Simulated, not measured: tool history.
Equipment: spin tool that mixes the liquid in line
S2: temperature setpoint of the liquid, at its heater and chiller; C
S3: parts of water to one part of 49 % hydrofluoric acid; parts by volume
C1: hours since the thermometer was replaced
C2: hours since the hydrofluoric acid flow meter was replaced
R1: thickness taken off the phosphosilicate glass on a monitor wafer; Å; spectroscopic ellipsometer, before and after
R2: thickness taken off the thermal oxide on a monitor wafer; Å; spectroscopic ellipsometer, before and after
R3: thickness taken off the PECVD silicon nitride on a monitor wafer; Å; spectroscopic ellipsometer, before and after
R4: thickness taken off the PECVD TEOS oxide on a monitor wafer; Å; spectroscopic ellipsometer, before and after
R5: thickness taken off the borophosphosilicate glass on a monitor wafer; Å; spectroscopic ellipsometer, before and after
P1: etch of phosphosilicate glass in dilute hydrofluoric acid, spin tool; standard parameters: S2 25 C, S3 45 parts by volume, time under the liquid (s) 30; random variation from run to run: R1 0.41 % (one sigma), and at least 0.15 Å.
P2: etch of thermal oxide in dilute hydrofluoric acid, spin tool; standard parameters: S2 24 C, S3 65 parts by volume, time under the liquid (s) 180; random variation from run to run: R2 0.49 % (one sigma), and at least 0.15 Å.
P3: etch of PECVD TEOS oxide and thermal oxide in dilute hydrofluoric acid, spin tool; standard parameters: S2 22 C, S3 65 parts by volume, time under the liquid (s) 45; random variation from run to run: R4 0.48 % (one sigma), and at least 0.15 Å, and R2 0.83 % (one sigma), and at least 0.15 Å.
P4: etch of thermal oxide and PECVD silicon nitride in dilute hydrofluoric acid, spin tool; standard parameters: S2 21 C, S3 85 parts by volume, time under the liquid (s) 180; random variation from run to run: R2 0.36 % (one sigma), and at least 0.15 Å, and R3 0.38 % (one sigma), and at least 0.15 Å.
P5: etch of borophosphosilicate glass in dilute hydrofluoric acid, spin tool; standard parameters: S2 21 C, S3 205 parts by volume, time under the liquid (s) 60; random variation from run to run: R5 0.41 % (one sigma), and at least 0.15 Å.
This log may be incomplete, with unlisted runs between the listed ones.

run 1 day=0.217 | process_that_ran=P1 S2=25 S3=45 time_under_the_liquid_(s)=30 | C1=346 C2=239.7 | R1=579.31
run 2 day=0.454 | process_that_ran=P1 S2=25 S3=70 time_under_the_liquid_(s)=30 | C1=351.7 C2=245.4 | R1=363.58
run 3 day=0.558 | process_that_ran=P1 S2=20 S3=60 time_under_the_liquid_(s)=30 | C1=354.2 C2=247.9 | R1=347.15
run 4 day=0.767 | process_that_ran=P4 S2=17 S3=85 time_under_the_liquid_(s)=180 | C1=359.2 C2=252.9 | R2=77.066 R3=42.884
run 5 day=0.988 | process_that_ran=P3 S2=22 S3=65 time_under_the_liquid_(s)=45 | C1=364.5 C2=258.2 | R2=30.547 R4=109.55
run 6 day=1.192 | process_that_ran=P5 S2=21 S3=60 time_under_the_liquid_(s)=60 | C1=369.4 C2=263.1 | R5=275.67
run 7 day=1.317 | process_that_ran=P1 S2=25 S3=20 time_under_the_liquid_(s)=30 | C1=372.4 C2=266.1 | R1=1355.7
run 8 day=1.479 | process_that_ran=P1 S2=25 S3=45 time_under_the_liquid_(s)=30 | C1=376.3 C2=270 | R1=580.48
run 9 day=1.642 | process_that_ran=P3 S2=22 S3=20 time_under_the_liquid_(s)=45 | C1=380.2 C2=273.9 | R2=104.25 R4=373.78
run 10 day=1.817 | process_that_ran=P1 S2=19 S3=45 time_under_the_liquid_(s)=30 | C1=384.4 C2=278.1 | R1=451.93
run 11 day=2.012 | process_that_ran=P5 S2=21 S3=205 time_under_the_liquid_(s)=60 | C1=389.1 C2=282.8 | R5=68.1
run 12 day=2.146 | process_that_ran=P4 S2=21 S3=85 time_under_the_liquid_(s)=360 | C1=392.3 C2=286 | R2=180.88 R3=112.38
run 13 day=2.333 | process_that_ran=P1 S2=25 S3=45 time_under_the_liquid_(s)=45 | C1=396.8 C2=290.5 | R1=873.49
run 14 day=2.521 | process_that_ran=P5 S2=17 S3=205 time_under_the_liquid_(s)=60 | C1=401.3 C2=295 | R5=58.431
run 15 day=2.733 | process_that_ran=P2 S2=24 S3=65 time_under_the_liquid_(s)=180 | C1=406.4 C2=300.1 | R2=138.39
run 16 day=2.879 | process_that_ran=P1 S2=25 S3=25 time_under_the_liquid_(s)=45 | C1=409.9 C2=303.6 | R1=1618
run 17 day=2.988 | process_that_ran=P2 S2=24 S3=65 time_under_the_liquid_(s)=320 | C1=412.5 C2=306.2 | R2=248.02
run 18 day=3.217 | process_that_ran=P3 S2=26.5 S3=65 time_under_the_liquid_(s)=45 | C1=418 C2=311.7 | R2=36.055 R4=130.52
run 19 day=3.408 | process_that_ran=P1 S2=32.5 S3=45 time_under_the_liquid_(s)=30 | C1=422.6 C2=316.3 | R1=782.24
run 20 day=3.517 | process_that_ran=P1 S2=25 S3=45 time_under_the_liquid_(s)=30 | C1=425.2 C2=318.9 | R1=584
run 21 day=3.667 | process_that_ran=P3 S2=22 S3=65 time_under_the_liquid_(s)=45 | C1=428.8 C2=322.5 | R2=31.194 R4=108.07
run 22 day=3.775 | process_that_ran=P3 S2=22 S3=65 time_under_the_liquid_(s)=85 | C1=431.4 C2=325.1 | R2=57.913 R4=206.71
run 23 day=3.888 | process_that_ran=P1 S2=25 S3=45 time_under_the_liquid_(s)=15 | C1=434.1 C2=327.8 | R1=292.47
run 24 day=4.112 | process_that_ran=P2 S2=24 S3=20 time_under_the_liquid_(s)=180 | C1=439.5 C2=333.2 | R2=479.02

Expected results for the next run?
run 25 day=4.329 | process_that_ran=P4 S2=21 S3=85 time_under_the_liquid_(s)=180 | C1=444.7 C2=338.4 | R2=? R3=?

{"run 25": {"R2": 89.782, "R3": 56.05}}
